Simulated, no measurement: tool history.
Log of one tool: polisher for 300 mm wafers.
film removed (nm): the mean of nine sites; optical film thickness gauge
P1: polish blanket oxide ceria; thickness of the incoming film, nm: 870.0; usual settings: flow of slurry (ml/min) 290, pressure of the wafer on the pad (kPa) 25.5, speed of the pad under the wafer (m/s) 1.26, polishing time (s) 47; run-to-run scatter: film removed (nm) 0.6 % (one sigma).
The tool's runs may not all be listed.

run	day	flow of slurry (ml/min)	pressure of the wafer on the pad (kPa)	speed of the pad under the wafer (m/s)	polishing time (s)	film removed (nm)
1	0.329	290	25.5	1.26	47	285.61
2	0.779	290	25.5	0.58	47	132.35
3	1.017	290	25.5	1.26	47	284.64
4	1.354	290	25.5	1.26	47	286.47
5	1.612	290	25.5	1.26	47	284.5
6	1.858	290	25.5	1.26	27	165.51
7	2.304	290	13.8	1.26	47	155.92
8	2.533	175	25.5	1.26	47	270.46
9	2.992	175	25.5	1.76	47	375.54
10	3.392	290	25.5	1.26	64	393.78
11	3.6	290	35.9	1.26	47	405.08
12	4.042	290	25.5	1.98	47	455.14
# day 4.15: slurry nozzle cleaned
13	4.3	405	25.5	1.26	47	297.14
14	4.546	290	25.5	1.26	47	287.1
15	4.85	290	16.5	1.76	47	260.65
16	5.279	290	25.5	1.26	47	285.29
17	5.592	290	25.5	1.26	47	283.81
18	5.971	290	25.5	1.26	47	279.24
19	6.312	290	25.5	1.26	47	278.54
# day 6.442: worn pad replaced by a new one
20	6.604	290	25.5	1.26	47	277.27
21	7.012	290	25.5	1.26	47	276.61
22	7.304	290	25.5	1.26	47	277.97
23	7.754	290	25.5	1.26	47	277.59

What P1 gives has crept away from where it was. These 2 causes fit the log equally well, each at the size given:
A: slurry flow missing at the pad, % = 30.2
B: head's pressure below its setpoint, % = 3.88
The creep began at about day 5.279.
Why every other cause is out:
removal rate lost through wear of the pad, %: serviced at day 6.442, which brought nothing back

4 check runs are offered, each on 5 wafers whose results are averaged, their results left as question marks. Which one tells the causes apart?
check 1	8.204	290	25.5	1.78	47	?
check 2	8.204	175	16.5	1.26	47	?
check 3	8.204	290	20	1.56	47	?
check 4	8.204	290	25.5	0.82	47	?

What each check would give under each cause:
check	result	if A	if B
check 1	film removed (nm)	389.06	389.09
check 2	film removed (nm)	164.26	168.26
check 3	film removed (nm)	267.25	267.27
check 4	film removed (nm)	179.23	179.24
How far apart the two closest causes lie, in the result that separates them most: check 1 0.01 %; check 2 2.41 %; check 3 0.01 %; check 4 0.01 %
Check 2 tells the causes apart: in the others they would give nearly the same result.

Check 2 was then run and gave: film removed (nm) 167.86. Which cause is it?

It is B: head's pressure below its setpoint, %.
